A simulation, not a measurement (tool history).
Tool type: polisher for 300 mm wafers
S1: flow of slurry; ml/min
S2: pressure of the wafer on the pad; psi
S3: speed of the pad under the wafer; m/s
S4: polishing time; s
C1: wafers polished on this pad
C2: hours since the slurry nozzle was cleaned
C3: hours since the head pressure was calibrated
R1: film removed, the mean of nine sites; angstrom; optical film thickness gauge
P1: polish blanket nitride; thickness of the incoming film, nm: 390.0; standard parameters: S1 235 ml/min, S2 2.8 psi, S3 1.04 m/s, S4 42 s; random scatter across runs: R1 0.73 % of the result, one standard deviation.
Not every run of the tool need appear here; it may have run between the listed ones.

| run | day | S1 | S2 | S3 | S4 | C1 | C2 | C3 | R1 |
|---|---|---|---|---|---|---|---|---|---|
| 1 | 0.517 | 235 | 2.8 | 1.04 | 42 | 246 | 203.0 | 382.0 | 716.03 |
| 2 | 1.050 | 235 | 2.8 | 1.04 | 42 | 349 | 215.8 | 394.8 | 720.66 |
| 3 | 1.633 | 235 | 2.8 | 1.04 | 42 | 462 | 229.8 | 408.8 | 706.63 |
| 4 | 2.058 | 235 | 2.8 | 1.04 | 42 | 544 | 240.0 | 419.0 | 715.54 |
| 5 | 2.758 | 235 | 2.8 | 1.04 | 30 | 680 | 256.8 | 435.8 | 503.30 |
| 6 | 3.325 | 235 | 2.8 | 1.58 | 42 | 789 | 270.4 | 449.4 | 987.81 |
| 7 | 4.029 | 235 | 2.8 | 1.04 | 64 | 926 | 287.3 | 466.3 | 1075.50 |
| 8 | 4.383 | 140 | 2.8 | 1.04 | 42 | 994 | 295.8 | 474.8 | 662.81 |
| 9 | 5.000 | 235 | 2.8 | 1.52 | 56 | 1113 | 310.6 | 489.6 | 1269.90 |
| 10 | 5.371 | 140 | 2.8 | 1.04 | 28 | 1185 | 319.5 | 498.5 | 437.63 |
| 11 | 5.825 | 235 | 4.3 | 1.04 | 42 | 1273 | 330.4 | 509.4 | 1081.30 |
| 12 | 6.433 | 235 | 1.4 | 1.04 | 42 | 1391 | 345.0 | 524.0 | 352.38 |
| 13 | 6.917 | 235 | 2.8 | 1.04 | 42 | 1484 | 356.6 | 535.6 | 700.32 |
| 14 | 7.567 | 140 | 2.8 | 1.04 | 59 | 1610 | 372.2 | 551.2 | 913.68 |
| 15 | 8.238 | 235 | 2.8 | 1.04 | 42 | 1740 | 388.3 | 567.3 | 704.28 |
| 16 | 8.908 | 295 | 2.8 | 1.04 | 42 | 1870 | 404.4 | 583.4 | 738.84 |
| 17 | 9.329 | 235 | 2.8 | 0.60 | 42 | 1951 | 414.5 | 593.5 | 458.61 |
| 18 | 9.996 | 235 | 2.8 | 1.04 | 42 | 2080 | 430.5 | 609.5 | 707.63 |
| 19 | 10.504 | 235 | 2.8 | 1.04 | 42 | 2178 | 442.7 | 621.7 | 698.65 |
| 20 | 11.154 | 235 | 2.8 | 1.04 | 42 | 2304 | 458.3 | 637.3 | 682.77 |
| 21 | 11.633 | 235 | 2.8 | 1.04 | 42 | 2397 | 469.8 | 648.8 | 679.83 |
| 22 | 12.075 | 235 | 2.8 | 1.04 | 42 | 2482 | 480.4 | 659.4 | 679.24 |
|  | 12.196 | head pressure recalibrated |
| 23 | 12.717 | 235 | 2.8 | 1.04 | 42 | 2606 | 495.8 | 12.6 | 678.16 |
| 24 | 13.250 | 235 | 2.8 | 1.04 | 42 | 2710 | 508.6 | 25.4 | 676.01 |
| 25 | 13.829 | 235 | 2.8 | 1.04 | 42 | 2822 | 522.5 | 39.3 | 672.50 |

Estimate the outcome of run 26 from the log above:
| 26 | 14.479 | 235 | 2.8 | 1.04 | 42 | 2948 | 538.1 | 54.9 | ? |

{"run 26": {"R1": 671.95}}
